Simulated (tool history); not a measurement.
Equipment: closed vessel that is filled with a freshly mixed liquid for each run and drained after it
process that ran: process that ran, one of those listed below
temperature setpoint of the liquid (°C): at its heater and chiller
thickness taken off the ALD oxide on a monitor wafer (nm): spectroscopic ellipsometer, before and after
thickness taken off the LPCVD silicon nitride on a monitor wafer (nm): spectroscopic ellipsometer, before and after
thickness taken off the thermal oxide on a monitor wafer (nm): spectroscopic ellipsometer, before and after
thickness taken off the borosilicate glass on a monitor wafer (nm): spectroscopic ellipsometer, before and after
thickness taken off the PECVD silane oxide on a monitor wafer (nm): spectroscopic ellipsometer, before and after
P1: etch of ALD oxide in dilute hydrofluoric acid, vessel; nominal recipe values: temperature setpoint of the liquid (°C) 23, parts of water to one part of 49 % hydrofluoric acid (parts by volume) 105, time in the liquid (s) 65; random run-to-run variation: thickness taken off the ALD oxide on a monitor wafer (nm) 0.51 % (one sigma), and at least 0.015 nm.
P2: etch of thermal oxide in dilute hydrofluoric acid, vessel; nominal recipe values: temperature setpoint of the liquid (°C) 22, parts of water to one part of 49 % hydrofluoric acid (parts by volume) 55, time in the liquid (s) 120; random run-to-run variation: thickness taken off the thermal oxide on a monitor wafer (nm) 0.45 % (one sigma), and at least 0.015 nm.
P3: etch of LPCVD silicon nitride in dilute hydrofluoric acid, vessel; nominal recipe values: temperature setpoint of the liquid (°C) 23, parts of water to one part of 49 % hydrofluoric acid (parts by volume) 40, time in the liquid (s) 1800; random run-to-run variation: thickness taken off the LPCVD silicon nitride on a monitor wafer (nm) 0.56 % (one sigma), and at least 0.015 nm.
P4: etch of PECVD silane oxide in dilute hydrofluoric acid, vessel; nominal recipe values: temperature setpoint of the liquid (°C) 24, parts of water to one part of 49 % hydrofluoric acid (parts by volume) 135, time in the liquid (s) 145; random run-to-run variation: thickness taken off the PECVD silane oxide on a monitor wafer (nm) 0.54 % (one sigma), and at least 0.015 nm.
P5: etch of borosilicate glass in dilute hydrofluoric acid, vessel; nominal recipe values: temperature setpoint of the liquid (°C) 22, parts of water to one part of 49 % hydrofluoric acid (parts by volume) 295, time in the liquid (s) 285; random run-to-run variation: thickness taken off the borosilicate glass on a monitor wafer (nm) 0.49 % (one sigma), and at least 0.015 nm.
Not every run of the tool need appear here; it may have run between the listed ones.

| run | hour | process that ran | temperature setpoint of the liquid (°C) | parts of water to one part of 49 % hydrofluoric acid (parts by volume) | time in the liquid (s) | hours since the thermometer was replaced | hours since the hydrofluoric acid flow meter was replaced | thickness taken off the ALD oxide on a monitor wafer (nm) | thickness taken off the LPCVD silicon nitride on a monitor wafer (nm) | thickness taken off the thermal oxide on a monitor wafer (nm) | thickness taken off the borosilicate glass on a monitor wafer (nm) | thickness taken off the PECVD silane oxide on a monitor wafer (nm) |
|---|---|---|---|---|---|---|---|---|---|---|---|---|
| 1 | 7.9 | P1 | 23 | 105 | 65 | 1074.3 | 1496.2 | 5.8668 |  |  |  |  |
| 2 | 21.6 | P3 | 23 | 40 | 1800 | 1088 | 1509.9 |  | 18.073 |  |  |  |
| 3 | 29.2 | P1 | 23 | 105 | 65 | 1095.6 | 1517.5 | 5.7709 |  |  |  |  |
| 4 | 42.7 | P1 | 23 | 105 | 65 | 1109.1 | 1531 | 5.772 |  |  |  |  |
| 5 | 52.6 | P3 | 23 | 20 | 1800 | 1119 | 1540.9 |  | 35.473 |  |  |  |
| 6 | 66.1 | P2 | 17 | 55 | 120 | 1132.5 | 1554.4 |  |  | 8.1211 |  |  |
|  | 70.6 | hydrofluoric acid flow meter replaced |
| 7 | 79.5 | P5 | 22 | 60 | 285 | 1145.9 | 8.9 |  |  |  | 122.56 |  |
| 8 | 86.1 | P2 | 22 | 55 | 120 | 1152.5 | 15.5 |  |  | 10.01 |  |  |
| 9 | 99.1 | P4 | 24 | 235 | 145 | 1165.5 | 28.5 |  |  |  |  | 9.1167 |
| 10 | 109.1 | P1 | 23 | 155 | 30 | 1175.5 | 38.5 | 1.7167 |  |  |  |  |
| 11 | 123.3 | P5 | 22 | 295 | 555 | 1189.7 | 52.7 |  |  |  | 38.225 |  |
| 12 | 129.8 | P1 | 23 | 105 | 120 | 1196.2 | 59.2 | 10.78 |  |  |  |  |
| 13 | 138.5 | P1 | 23 | 105 | 30 | 1204.9 | 67.9 | 2.6911 |  |  |  |  |
| 14 | 151.1 | P1 | 23 | 105 | 65 | 1217.5 | 80.5 | 5.8343 |  |  |  |  |
| 15 | 165.2 | P2 | 22 | 55 | 120 | 1231.6 | 94.6 |  |  | 10.014 |  |  |
| 16 | 176.3 | P4 | 24 | 135 | 235 | 1242.7 | 105.7 |  |  |  |  | 28.873 |
| 17 | 188.2 | P1 | 23 | 50 | 35 | 1254.6 | 117.6 | 6.9865 |  |  |  |  |
| 18 | 197.2 | P5 | 17 | 295 | 285 | 1263.6 | 126.6 |  |  |  | 16.219 |  |
| 19 | 208.2 | P3 | 23 | 40 | 335 | 1274.6 | 137.6 |  | 3.3971 |  |  |  |
| 20 | 219.9 | P4 | 32 | 135 | 145 | 1286.3 | 149.3 |  |  |  |  | 23.802 |
| 21 | 231.6 | P1 | 23 | 105 | 65 | 1298 | 161 | 5.7975 |  |  |  |  |
| 22 | 244.7 | P1 | 23 | 45 | 65 | 1311.1 | 174.1 | 14.573 |  |  |  |  |

The next listed run, before its measurement:
| 23 | 253 | P1 | 28 | 105 | 65 | 1319.4 | 182.4 | ? |  |  |  |  |

{"run 23": {"thickness taken off the ALD oxide on a monitor wafer (nm)": 6.9964}}
